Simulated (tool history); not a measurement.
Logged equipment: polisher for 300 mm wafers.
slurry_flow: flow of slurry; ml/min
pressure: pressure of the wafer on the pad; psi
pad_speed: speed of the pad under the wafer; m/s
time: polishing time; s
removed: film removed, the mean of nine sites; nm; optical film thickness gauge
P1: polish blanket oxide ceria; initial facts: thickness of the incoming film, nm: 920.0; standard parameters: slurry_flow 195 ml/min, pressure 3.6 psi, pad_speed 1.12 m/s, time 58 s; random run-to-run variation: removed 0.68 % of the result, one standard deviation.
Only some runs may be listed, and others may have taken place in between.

| run | day | slurry_flow | pressure | pad_speed | time | wafers polished on this pad | hours since the slurry nozzle was cleaned | hours since the head pressure was calibrated | removed |
|---|---|---|---|---|---|---|---|---|---|
| 1 | 0.729 | 195 | 3.6 | 1.12 | 58 | 739 | 355.9 | 208.1 | 367.74 |
| 2 | 1.475 | 195 | 2.2 | 1.12 | 31 | 982 | 373.8 | 226.0 | 119.18 |
| 3 | 1.838 | 300 | 3.6 | 1.12 | 58 | 1100 | 382.5 | 234.7 | 380.33 |
| 4 | 2.412 | 195 | 3.6 | 1.78 | 58 | 1287 | 396.3 | 248.5 | 579.69 |
| 5 | 2.817 | 195 | 3.6 | 1.12 | 76 | 1419 | 406.0 | 258.2 | 479.18 |
| 6 | 3.338 | 195 | 5.6 | 1.12 | 58 | 1589 | 418.5 | 270.7 | 567.20 |
| 7 | 4.083 | 195 | 2.4 | 1.12 | 79 | 1832 | 436.4 | 288.6 | 331.31 |
| 8 | 4.612 | 195 | 1.6 | 1.12 | 58 | 2005 | 449.1 | 301.3 | 163.90 |
| 9 | 5.150 | 195 | 3.6 | 1.12 | 30 | 2180 | 462.0 | 314.2 | 188.92 |
| 10 | 5.688 | 195 | 1.8 | 0.68 | 58 | 2355 | 474.9 | 327.1 | 110.96 |
|  | 5.879 | head pressure recalibrated |
| 11 | 6.104 | 195 | 3.6 | 1.12 | 58 | 2491 | 484.9 | 5.5 | 367.83 |
| 12 | 6.825 | 195 | 3.6 | 1.12 | 58 | 2726 | 502.2 | 22.8 | 369.33 |
| 13 | 7.283 | 120 | 3.6 | 1.12 | 58 | 2875 | 513.2 | 33.8 | 337.22 |
| 14 | 7.908 | 195 | 3.6 | 0.76 | 58 | 3079 | 528.2 | 48.8 | 246.31 |
| 15 | 8.646 | 195 | 3.6 | 1.12 | 58 | 3319 | 545.9 | 66.5 | 365.92 |
| 16 | 9.108 | 195 | 3.6 | 1.12 | 58 | 3470 | 557.0 | 77.6 | 365.85 |
| 17 | 9.554 | 195 | 3.6 | 1.12 | 58 | 3615 | 567.7 | 88.3 | 362.96 |

Run 18, settings as shown, results not yet in. Your forecast:
| 18 | 10.017 | 195 | 3.6 | 1.12 | 58 | 3766 | 578.8 | 99.4 | ? |

{"run 18": {"removed": 355.4}}
